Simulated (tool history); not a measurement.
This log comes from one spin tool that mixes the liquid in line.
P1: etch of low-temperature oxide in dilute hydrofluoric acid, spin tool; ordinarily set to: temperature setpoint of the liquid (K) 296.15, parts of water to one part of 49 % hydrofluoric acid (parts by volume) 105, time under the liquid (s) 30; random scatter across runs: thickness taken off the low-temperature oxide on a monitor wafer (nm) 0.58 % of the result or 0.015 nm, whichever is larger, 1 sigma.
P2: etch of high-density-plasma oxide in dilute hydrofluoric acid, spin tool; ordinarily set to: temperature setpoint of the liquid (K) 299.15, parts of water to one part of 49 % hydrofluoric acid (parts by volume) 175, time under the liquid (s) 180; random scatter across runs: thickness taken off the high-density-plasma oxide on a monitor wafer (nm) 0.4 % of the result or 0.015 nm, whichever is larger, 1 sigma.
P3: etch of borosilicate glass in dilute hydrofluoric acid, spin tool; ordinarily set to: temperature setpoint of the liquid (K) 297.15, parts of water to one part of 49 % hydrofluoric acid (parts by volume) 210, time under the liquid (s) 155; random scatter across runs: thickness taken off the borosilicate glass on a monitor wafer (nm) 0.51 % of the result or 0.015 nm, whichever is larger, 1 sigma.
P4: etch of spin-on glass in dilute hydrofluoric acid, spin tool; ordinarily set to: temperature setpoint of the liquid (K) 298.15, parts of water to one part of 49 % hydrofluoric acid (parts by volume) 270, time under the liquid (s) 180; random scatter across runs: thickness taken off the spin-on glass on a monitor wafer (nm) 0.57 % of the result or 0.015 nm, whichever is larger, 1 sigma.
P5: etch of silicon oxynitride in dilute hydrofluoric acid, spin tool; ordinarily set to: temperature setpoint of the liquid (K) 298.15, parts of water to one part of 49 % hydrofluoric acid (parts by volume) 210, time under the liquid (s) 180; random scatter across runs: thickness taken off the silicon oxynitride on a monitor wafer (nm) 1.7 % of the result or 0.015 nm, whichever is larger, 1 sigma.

run   hour  process that ran  temperature setpoint of the liquid (K)  parts of water to one part of 49 % hydrofluoric acid (parts by volume)  time under the liquid (s)  thickness taken off the low-temperature oxide on a monitor wafer (nm)  thickness taken off the borosilicate glass on a monitor wafer (nm)  thickness taken off the spin-on glass on a monitor wafer (nm)  thickness taken off the silicon oxynitride on a monitor wafer (nm)  thickness taken off the high-density-plasma oxide on a monitor wafer (nm)
  1   16.3                P1                                  296.15                                                                     105                         30                                                                 9.1272
  2   34.2                P1                                  296.15                                                                     105                         30                                                                 9.0947
  3   45.5                P1                                  296.15                                                                     105                         30                                                                 9.1734
  4   57.9                P3                                  297.15                                                                     350                        155                                                                                                                                     10.524
  5   69.7                P4                                  298.15                                                                     270                        180                                                                                                                                                                                                    25.092
  6   82.7                P1                                  296.15                                                                     105                         30                                                                 9.2051
  7   93.8                P5                                  298.15                                                                     360                        180                                                                                                                                                                                                                                                                       0.65597
  8  111.8                P2                                  299.15                                                                     175                        355                                                                                                                                                                                                                                                                                                                                                   10.057
  9    126                P1                                  296.15                                                                     105                         30                                                                  9.025
 10  139.8                P4                                  298.15                                                                     270                         45                                                                                                                                                                                                    6.2596
 11  152.5                P4                                  305.15                                                                     270                        180                                                                                                                                                                                                    31.617
 12    166                P5                                  298.15                                                                     210                        180                                                                                                                                                                                                                                                                        1.2632
 13  180.7                P5                                  298.15                                                                     210                        180                                                                                                                                                                                                                                                                         1.329
     186.7  -- thermometer replaced
 14  195.5                P1                                  296.15                                                                     105                         15                                                                 4.6154
 15  204.6                P1                                  296.15                                                                     140                         30                                                                 6.5967
 16  218.6                P1                                  296.15                                                                     105                         30                                                                 9.1446
 17  236.4                P2                                  299.15                                                                     300                        180                                                                                                                                                                                                                                                                                                                                                   2.6183
 18  249.3                P1                                  296.15                                                                      20                         30                                                                 53.207
 19  259.1                P2                                  292.15                                                                     175                        180                                                                                                                                                                                                                                                                                                                                                   3.9059
 20  271.5                P5                                  298.15                                                                     210                        355                                                                                                                                                                                                                                                                        2.5662
 21  283.5                P5                                  292.65                                                                     210                        180                                                                                                                                                                                                                                                                       0.96635
 22  296.7                P1                                  296.15                                                                     105                         45                                                                 13.762
 23  307.5                P4                                  298.15                                                                      70                        180                                                                                                                                                                                                    121.15
 24    325                P1                                  304.15                                                                     105                         30                                                                 12.537
 25  334.6                P2                                  299.15                                                                     175                        180                                                                                                                                                                                                                                                                                                                                                   5.1354
 26  353.5                P4                                  298.15                                                                     270                        180                                                                                                                                                                                                    25.105
 27  372.2                P1                                  290.15                                                                     105                         30                                                                 7.1475
 28  387.8                P3                                  297.15                                                                     210                        155                                                                                                                                     20.167
 29  406.5                P3                                  297.15                                                                     210                        315                                                                                                                                      40.94
 30  416.4                P1                                  290.15                                                                      45                         30                                                                 17.801
 31  433.5                P3                                  297.15                                                                     210                        155                                                                                                                                     20.052
 32  452.3                P3                                  292.65                                                                     210                        155                                                                                                                                     16.981
 33  464.3                P1                                  296.15                                                                     105                         30                                                                 9.2095
 34  481.2                P1                                  296.15                                                                     105                         30                                                                 8.8599
 35  493.6                P1                                  296.15                                                                     105                         30                                                                 8.7455
 36  510.1                P1                                  296.15                                                                     105                         30                                                                 8.5772
 37  522.4                P1                                  296.15                                                                     105                         30                                                                 8.5095
 38  530.7                P1                                  296.15                                                                     105                         30                                                                  8.506
 39  549.8                P1                                  296.15                                                                     105                         30                                                                 8.3813
 40  560.7                P1                                  296.15                                                                     105                         30                                                                 8.4931
 41  575.9                P1                                  296.15                                                                     105                         30                                                                 8.3631
 42  593.3                P1                                  296.15                                                                     105                         30                                                                 8.2651
 43  611.7                P1                                  296.15                                                                     105                         30                                                                 8.4221
 44  621.1                P1                                  296.15                                                                     105                         30                                                                 8.3222

What P1 gives has crept off from where it sat before. The 2 causes that follow fit the log equally well, each at the size noted:
A: hydrofluoric acid flow below the setpoint (%) = 8.34
B: liquid colder than its thermometer reads (K) = 2.45
Onset of the creep was near hour 464.3.

The 4 check runs listed below each average the results of 2 wafers, and their outcomes are marked with question marks. Under which run would the listed causes produce clearly different results?
check 1  630.5                P4                                  298.15                                                                     105                         55                                                                                                                                                                                                         ?
check 2  630.5                P5                                  298.15                                                                     280                        340                                                                                                                                                                                                                                                                             ?
check 3  630.5                P2                                  292.65                                                                     175                        180                                                                                                                                                                                                                                                                                                                                                        ?
check 4  630.5                P3                                  297.15                                                                     335                        155                                                                                                                                          ?

How each check would come out, cause by cause:
  check                                                                     result    if A    if B
check 1              thickness taken off the spin-on glass on a monitor wafer (nm)  21.379  21.421
check 2         thickness taken off the silicon oxynitride on a monitor wafer (nm)  1.5615  1.5615
check 3  thickness taken off the high-density-plasma oxide on a monitor wafer (nm)  3.6148  3.6331
check 4         thickness taken off the borosilicate glass on a monitor wafer (nm)  9.9113  10.221
Gap, in per cent, between the two causes that each check separates least, read from the result that separates them most: check 1 0.2 %; check 2 0 %; check 3 0.5 %; check 4 3.07 %
Only in check 4 would the causes give clearly different results; in the remaining checks their results would be nearly the same.

Check 4 has now been run. It gave: thickness taken off the borosilicate glass on a monitor wafer (nm) 9.9291. Which of the candidate causes is it?

Of the candidate causes, it is A: hydrofluoric acid flow below the setpoint (%).
